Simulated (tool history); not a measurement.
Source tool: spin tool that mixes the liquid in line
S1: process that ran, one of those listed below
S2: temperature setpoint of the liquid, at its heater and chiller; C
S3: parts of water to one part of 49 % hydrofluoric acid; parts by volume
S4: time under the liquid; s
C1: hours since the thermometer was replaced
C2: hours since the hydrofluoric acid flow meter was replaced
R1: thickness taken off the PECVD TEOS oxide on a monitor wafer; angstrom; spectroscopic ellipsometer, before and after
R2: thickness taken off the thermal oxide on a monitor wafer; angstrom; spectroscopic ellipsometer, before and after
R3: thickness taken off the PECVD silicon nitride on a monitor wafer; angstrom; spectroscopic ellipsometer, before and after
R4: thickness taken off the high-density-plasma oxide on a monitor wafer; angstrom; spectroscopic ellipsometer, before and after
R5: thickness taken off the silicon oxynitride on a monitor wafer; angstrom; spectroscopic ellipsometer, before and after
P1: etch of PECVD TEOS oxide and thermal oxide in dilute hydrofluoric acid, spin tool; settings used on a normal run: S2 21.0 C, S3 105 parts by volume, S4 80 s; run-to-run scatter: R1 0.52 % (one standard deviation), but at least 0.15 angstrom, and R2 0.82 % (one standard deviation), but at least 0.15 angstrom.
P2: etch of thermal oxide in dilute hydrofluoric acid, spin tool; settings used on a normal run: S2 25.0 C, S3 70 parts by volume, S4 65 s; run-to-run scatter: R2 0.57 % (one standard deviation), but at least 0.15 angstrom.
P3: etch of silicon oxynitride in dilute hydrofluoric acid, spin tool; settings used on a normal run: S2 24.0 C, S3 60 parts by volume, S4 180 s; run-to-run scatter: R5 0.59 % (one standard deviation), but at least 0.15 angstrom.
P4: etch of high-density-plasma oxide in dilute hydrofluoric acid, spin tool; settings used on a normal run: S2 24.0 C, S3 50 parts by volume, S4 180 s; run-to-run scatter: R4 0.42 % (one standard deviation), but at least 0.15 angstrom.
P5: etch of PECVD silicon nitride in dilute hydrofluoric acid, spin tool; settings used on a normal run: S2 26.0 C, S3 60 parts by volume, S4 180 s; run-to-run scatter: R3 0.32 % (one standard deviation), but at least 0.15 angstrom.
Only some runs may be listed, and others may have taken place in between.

| run | hour | S1 | S2 | S3 | S4 | C1 | C2 | R1 | R2 | R3 | R4 | R5 |
|---|---|---|---|---|---|---|---|---|---|---|---|---|
| 1 | 3.5 | P1 | 21.0 | 105 | 80 | 571.4 | 477.0 | 147.030 | 32.8300 |  |  |  |
| 2 | 9.0 | P5 | 26.0 | 30 | 180 | 576.9 | 482.5 |  |  | 133.230 |  |  |
| 3 | 14.9 | P1 | 26.0 | 105 | 80 | 582.8 | 488.4 | 179.300 | 39.7790 |  |  |  |
| 4 | 20.9 | P4 | 24.0 | 50 | 180 | 588.8 | 494.4 |  |  |  | 338.750 |  |
| 5 | 25.3 | P1 | 21.0 | 105 | 80 | 593.2 | 498.8 | 147.900 | 32.7280 |  |  |  |
| 6 | 29.2 | P1 | 21.0 | 105 | 80 | 597.1 | 502.7 | 147.230 | 32.9490 |  |  |  |
| 7 | 33.7 | P1 | 21.0 | 160 | 80 | 601.6 | 507.2 | 91.339 | 20.2130 |  |  |  |
| 8 | 40.2 | P1 | 21.0 | 105 | 130 | 608.1 | 513.7 | 240.330 | 52.7380 |  |  |  |
| 9 | 46.0 | P3 | 24.0 | 85 | 180 | 613.9 | 519.5 |  |  |  |  | 42.815 |
| 10 | 51.8 | P1 | 21.0 | 105 | 80 | 619.7 | 525.3 | 147.460 | 32.8800 |  |  |  |
| 11 | 58.3 | P3 | 30.0 | 60 | 180 | 626.2 | 531.8 |  |  |  |  | 81.433 |
| 12 | 63.9 | P2 | 25.0 | 70 | 65 | 631.8 | 537.4 |  | 46.8470 |  |  |  |
| 13 | 67.8 | P1 | 21.0 | 105 | 25 | 635.7 | 541.3 | 46.270 | 10.4410 |  |  |  |
| 14 | 70.6 | P2 | 25.0 | 70 | 110 | 638.5 | 544.1 |  | 78.4800 |  |  |  |
| 15 | 77.1 | P5 | 26.0 | 60 | 285 | 645.0 | 550.6 |  |  | 107.100 |  |  |
| 16 | 81.7 | P5 | 19.0 | 60 | 180 | 649.6 | 555.2 |  |  | 42.263 |  |  |
| 17 | 87.5 | P1 | 21.0 | 105 | 80 | 655.4 | 561.0 | 146.310 | 32.4720 |  |  |  |
| 18 | 91.2 | P4 | 24.0 | 20 | 180 | 659.1 | 564.7 |  |  |  | 890.140 |  |
| 19 | 95.7 | P2 | 20.5 | 70 | 65 | 663.6 | 569.2 |  | 38.8470 |  |  |  |
| 20 | 101.3 | P5 | 26.0 | 60 | 180 | 669.2 | 574.8 |  |  | 68.203 |  |  |
| 21 | 104.3 | P5 | 26.0 | 60 | 180 | 672.2 | 577.8 |  |  | 67.547 |  |  |
| 22 | 108.9 | P1 | 21.0 | 60 | 80 | 676.8 | 582.4 | 270.890 | 60.8810 |  |  |  |
| 23 | 113.3 | P3 | 24.0 | 60 | 70 | 681.2 | 586.8 |  |  |  |  | 23.869 |
| 24 | 118.7 | P2 | 25.0 | 120 | 65 | 686.6 | 592.2 |  | 25.4020 |  |  |  |
| 25 | 122.2 | P4 | 24.0 | 50 | 15 | 690.1 | 595.7 |  |  |  | 28.466 |  |
| 26 | 128.0 | P1 | 17.0 | 105 | 80 | 695.9 | 601.5 | 126.160 | 27.3950 |  |  |  |
| 27 | 131.6 | P2 | 25.0 | 70 | 65 | 699.5 | 605.1 |  | 46.7540 |  |  |  |
|  | 131.8 | hydrofluoric acid flow meter replaced |
| 28 | 135.7 | P1 | 27.0 | 105 | 15 | 703.6 | 4.0 | 35.133 | 7.9660 |  |  |  |
| 29 | 139.2 | P4 | 18.0 | 50 | 180 | 707.1 | 7.5 |  |  |  | 263.950 |  |
| 30 | 142.4 | P1 | 24.0 | 105 | 20 | 710.3 | 10.7 | 41.365 | 9.0997 |  |  |  |
| 31 | 147.8 | P3 | 24.0 | 60 | 180 | 715.7 | 16.1 |  |  |  |  | 61.773 |
| 32 | 151.0 | P1 | 21.0 | 105 | 80 | 718.9 | 19.3 | 147.810 | 33.4340 |  |  |  |
| 33 | 156.7 | P1 | 21.0 | 105 | 80 | 724.6 | 25.0 | 147.240 | 33.0280 |  |  |  |
| 34 | 159.7 | P1 | 21.0 | 105 | 80 | 727.6 | 28.0 | 149.510 | 33.2870 |  |  |  |
| 35 | 163.9 | P1 | 21.0 | 105 | 80 | 731.8 | 32.2 | 152.090 | 33.6340 |  |  |  |
| 36 | 168.3 | P1 | 21.0 | 105 | 80 | 736.2 | 36.6 | 152.930 | 33.9170 |  |  |  |
| 37 | 174.8 | P1 | 21.0 | 105 | 80 | 742.7 | 43.1 | 154.110 | 34.5290 |  |  |  |
| 38 | 179.9 | P1 | 21.0 | 105 | 80 | 747.8 | 48.2 | 156.140 | 34.8010 |  |  |  |
| 39 | 184.1 | P1 | 21.0 | 105 | 80 | 752.0 | 52.4 | 155.850 | 34.5370 |  |  |  |
| 40 | 187.9 | P1 | 21.0 | 105 | 80 | 755.8 | 56.2 | 155.240 | 34.9590 |  |  |  |
| 41 | 193.8 | P1 | 21.0 | 105 | 80 | 761.7 | 62.1 | 155.660 | 34.6290 |  |  |  |
| 42 | 199.8 | P1 | 21.0 | 105 | 80 | 767.7 | 68.1 | 155.990 | 34.3020 |  |  |  |

Something has made what P1 gives creep away from where it was; the 2 causes below, each at its own stated size, fit the log equally well:
A: hydrofluoric acid flow above the setpoint (%) = 5.29
B: liquid hotter than its thermometer reads (K) = 1.43
The drift started at roughly hour 156.7.

Listed below are the offered check runs, one wafer per run, with question marks in place of results. For which of them would the causes give clearly different outcomes?
| check 1 | 205.8 | P3 | 28.5 | 60 | 180 |  |  |  |  |  |  | ? |
| check 2 | 205.8 | P4 | 20.5 | 50 | 45 |  |  |  |  |  | ? |  |
| check 3 | 205.8 | P2 | 25.0 | 120 | 65 |  |  |  | ? |  |  |  |
| check 4 | 205.8 | P5 | 19.5 | 60 | 180 |  |  |  |  | ? |  |  |

What every check run would give for each of its results, assuming each possible cause in turn:
| check | result | if A | if B |
|---|---|---|---|
| check 1 | R5 | 80.635 | 81.612 |
| check 2 | R4 | 77.349 | 77.784 |
| check 3 | R2 | 27.1040 | 26.9950 |
| check 4 | R3 | 45.825 | 48.111 |
Smallest distance between any two causes, each pair judged by its most separating result, in per cent: check 1 1.2 %; check 2 0.56 %; check 3 0.4 %; check 4 4.87 %
The causes can be told apart only by check 4. The other checks would give nearly the same results under each of them.

Here is what check 4 returned: R3 48.418 angstrom. Which cause is it?

B is the cause: liquid hotter than its thermometer reads (K).
